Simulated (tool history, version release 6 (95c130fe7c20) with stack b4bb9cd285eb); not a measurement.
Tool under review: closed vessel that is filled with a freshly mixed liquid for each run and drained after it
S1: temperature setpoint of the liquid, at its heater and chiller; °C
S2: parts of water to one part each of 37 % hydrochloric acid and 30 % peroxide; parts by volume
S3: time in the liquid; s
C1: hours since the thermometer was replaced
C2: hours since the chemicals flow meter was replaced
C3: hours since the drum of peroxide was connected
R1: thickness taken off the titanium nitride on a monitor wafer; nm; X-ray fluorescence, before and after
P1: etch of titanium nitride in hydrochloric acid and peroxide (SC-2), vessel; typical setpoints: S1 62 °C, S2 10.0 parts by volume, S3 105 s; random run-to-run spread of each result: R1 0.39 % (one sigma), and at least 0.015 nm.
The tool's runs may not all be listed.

| run | day | S1 | S2 | S3 | C1 | C2 | C3 | R1 |
|---|---|---|---|---|---|---|---|---|
| 1 | 0.354 | 62 | 10.0 | 105 | 216.4 | 161.1 | 637.5 | 9.2752 |
| 2 | 0.725 | 62 | 10.0 | 105 | 225.3 | 170.0 | 646.4 | 9.3457 |
| 3 | 0.929 | 62 | 10.0 | 105 | 230.2 | 174.9 | 651.3 | 9.2129 |
| 4 | 1.217 | 62 | 13.5 | 50 | 237.1 | 181.8 | 658.2 | 3.4638 |
| 5 | 1.554 | 62 | 6.5 | 35 | 245.2 | 189.9 | 666.3 | 4.3958 |
|  | 1.738 | thermometer replaced |
| 6 | 2.004 | 62 | 10.0 | 105 | 6.5 | 200.7 | 677.1 | 9.3395 |
| 7 | 2.350 | 62 | 10.0 | 165 | 14.8 | 209.0 | 685.4 | 14.5740 |
| 8 | 2.721 | 62 | 10.0 | 105 | 23.7 | 217.9 | 694.3 | 9.2913 |
| 9 | 3.042 | 62 | 10.0 | 105 | 31.4 | 225.6 | 702.0 | 9.2866 |
| 10 | 3.417 | 62 | 18.5 | 105 | 40.4 | 234.6 | 711.0 | 5.4187 |
| 11 | 3.862 | 72 | 10.0 | 105 | 51.1 | 245.3 | 721.7 | 16.9270 |
| 12 | 4.179 | 62 | 4.0 | 105 | 58.7 | 252.9 | 729.3 | 18.6610 |
| 13 | 4.467 | 46 | 10.0 | 105 | 65.6 | 259.8 | 736.2 | 3.2729 |
| 14 | 4.908 | 62 | 10.0 | 45 | 76.2 | 270.4 | 746.8 | 3.9964 |
| 15 | 5.317 | 62 | 10.0 | 105 | 86.0 | 280.2 | 756.6 | 9.3101 |
| 16 | 5.612 | 62 | 10.0 | 105 | 93.1 | 287.3 | 763.7 | 9.3050 |
| 17 | 5.883 | 62 | 10.0 | 105 | 99.6 | 293.8 | 770.2 | 9.0576 |
| 18 | 6.329 | 62 | 10.0 | 105 | 110.3 | 304.5 | 780.9 | 8.7255 |

Run 19 has not been measured yet. What should we expect?
| 19 | 6.708 | 62 | 10.0 | 105 | 119.4 | 313.6 | 790.0 | ? |

Logged for run 19: R1 8.6100 nm.
